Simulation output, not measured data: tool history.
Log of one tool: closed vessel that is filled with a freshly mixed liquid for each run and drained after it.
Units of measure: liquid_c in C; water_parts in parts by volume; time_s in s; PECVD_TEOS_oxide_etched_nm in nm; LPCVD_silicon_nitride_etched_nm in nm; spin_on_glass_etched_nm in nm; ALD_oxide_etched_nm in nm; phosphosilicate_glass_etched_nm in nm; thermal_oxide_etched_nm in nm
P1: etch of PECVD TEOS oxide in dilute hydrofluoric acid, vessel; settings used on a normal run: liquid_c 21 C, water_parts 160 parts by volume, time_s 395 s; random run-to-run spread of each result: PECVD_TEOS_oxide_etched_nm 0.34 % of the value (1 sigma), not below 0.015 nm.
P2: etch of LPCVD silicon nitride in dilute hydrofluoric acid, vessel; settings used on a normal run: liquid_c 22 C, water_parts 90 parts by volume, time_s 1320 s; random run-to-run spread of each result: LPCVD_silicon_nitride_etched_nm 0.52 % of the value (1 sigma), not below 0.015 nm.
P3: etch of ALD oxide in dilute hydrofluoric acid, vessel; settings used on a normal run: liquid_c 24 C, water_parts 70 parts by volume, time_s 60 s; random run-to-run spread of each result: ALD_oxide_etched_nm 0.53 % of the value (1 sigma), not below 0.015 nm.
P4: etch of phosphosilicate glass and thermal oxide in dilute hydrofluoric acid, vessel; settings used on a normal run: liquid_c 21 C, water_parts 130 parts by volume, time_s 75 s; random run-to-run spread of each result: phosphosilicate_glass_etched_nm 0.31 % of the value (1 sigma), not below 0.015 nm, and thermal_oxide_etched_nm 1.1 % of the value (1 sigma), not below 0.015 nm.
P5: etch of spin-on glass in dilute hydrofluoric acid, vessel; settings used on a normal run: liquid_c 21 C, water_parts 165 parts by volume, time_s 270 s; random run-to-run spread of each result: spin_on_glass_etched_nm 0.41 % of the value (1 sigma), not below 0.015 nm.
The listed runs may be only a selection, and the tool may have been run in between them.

run	day	process	liquid_c	water_parts	time_s	hours since the thermometer was replaced	hours since the hydrofluoric acid flow meter was replaced	PECVD_TEOS_oxide_etched_nm	LPCVD_silicon_nitride_etched_nm	spin_on_glass_etched_nm	ALD_oxide_etched_nm	phosphosilicate_glass_etched_nm	thermal_oxide_etched_nm
1	0.462	P1	21	160	395	914.3	788.7	39.222					
2	1.033	P1	21	160	395	928	802.4	39.321					
3	1.838	P1	21	160	395	947.3	821.7	39.378					
4	2.242	P1	21	255	70	957	831.4	3.9637					
5	2.733	P1	17	160	395	968.8	843.2	33.472					
6	3.179	P2	22	90	2475	979.5	853.9		12.367				
7	3.55	P5	17	165	270	988.4	862.8			33.872			
8	3.992	P2	22	90	1320	999	873.4		6.6449				
# day 4.058: thermometer replaced
9	4.65	P5	21	295	270	14.3	889.2			19.605			
10	5.354	P1	21	160	85	31.2	906.1	8.4574					
11	6.129	P1	26	160	395	49.8	924.7	47.416					
12	6.567	P5	21	165	30	60.3	935.2			4.4303			
13	7.133	P1	21	160	570	73.9	948.8	56.706					
14	7.879	P3	24	70	30	91.8	966.7				6.9807		
15	8.412	P1	21	160	395	104.6	979.5	39.15					
16	9.129	P1	17	235	395	121.8	996.7	21.228					
17	9.633	P5	21	165	270	133.9	1008.8			39.693			
18	10.188	P4	28.5	130	75	147.2	1022.1					62.129	3.1873
19	10.617	P3	24	70	60	157.5	1032.4				14.028		
20	11.354	P4	21	130	135	175.2	1050.1					84.229	4.3824
21	11.917	P4	21	130	75	188.7	1063.6					46.417	2.434
22	12.471	P3	24	25	60	202	1076.9				41.367		
23	13.2	P3	24	70	60	219.5	1094.4				14.029		
24	13.992	P1	21	80	395	238.5	1113.4	86.126					
25	14.346	P1	21	240	395	247	1121.9	24.324					
26	14.729	P4	21	235	75	256.2	1131.1					22.95	1.2041
27	15.154	P1	21	160	395	266.4	1141.3	39.193					
28	15.729	P3	28.5	70	60	280.2	1155.1				16.689		
29	16.375	P2	22	30	1320	295.7	1170.6		19.162				
30	17.083	P2	17	90	1320	312.7	1187.6		4.6286				
31	17.829	P1	21	160	395	330.6	1205.5	39.11					
32	18.404	P1	21	160	395	344.4	1219.3	37.654					
33	19.167	P1	21	160	395	362.7	1237.6	36.631					
34	19.546	P1	21	160	395	371.8	1246.7	36.752					
35	19.975	P1	21	160	395	382.1	1257	36.259					
36	20.392	P1	21	160	395	392.1	1267	36.255					
37	20.892	P1	21	160	395	404.1	1279	36.45					

What P1 gives has crept away from where it was. These 2 causes fit the log equally well, each at the size given:
A: liquid colder than its thermometer reads (K) = 2.01
B: hydrofluoric acid flow below the setpoint (%) = 6.53
Onset of the creep was near day 17.829.

Listed below are the offered check runs, one wafer per run, with question marks in place of results. For which of them would the causes give clearly different outcomes?
check 1	21.392	P2	18	50	1320				?				
check 2	21.392	P5	17	265	270					?			
check 3	21.392	P3	27	70	60						?		
check 4	21.392	P4	21	220	75							?	?

Expected result of each check under each candidate cause:
check	result	if A	if B
check 1	LPCVD_silicon_nitride_etched_nm	7.6668	8.2837
check 2	spin_on_glass_etched_nm	17.804	17.717
check 3	ALD_oxide_etched_nm	14.509	14.593
check 4	phosphosilicate_glass_etched_nm	23.232	23.098
check 4	thermal_oxide_etched_nm	1.2029	1.1959
Separation of the two closest causes in each check, using whichever result separates them best: check 1 7.74 %; check 2 0.49 %; check 3 0.58 %; check 4 0.58 %
Check 1 is the one run that separates the causes; every other check would come out nearly the same whichever cause is at work.

Check 1 was then run and gave: LPCVD_silicon_nitride_etched_nm 8.2846 nm. Which cause is it?

B is the cause: hydrofluoric acid flow below the setpoint (%).
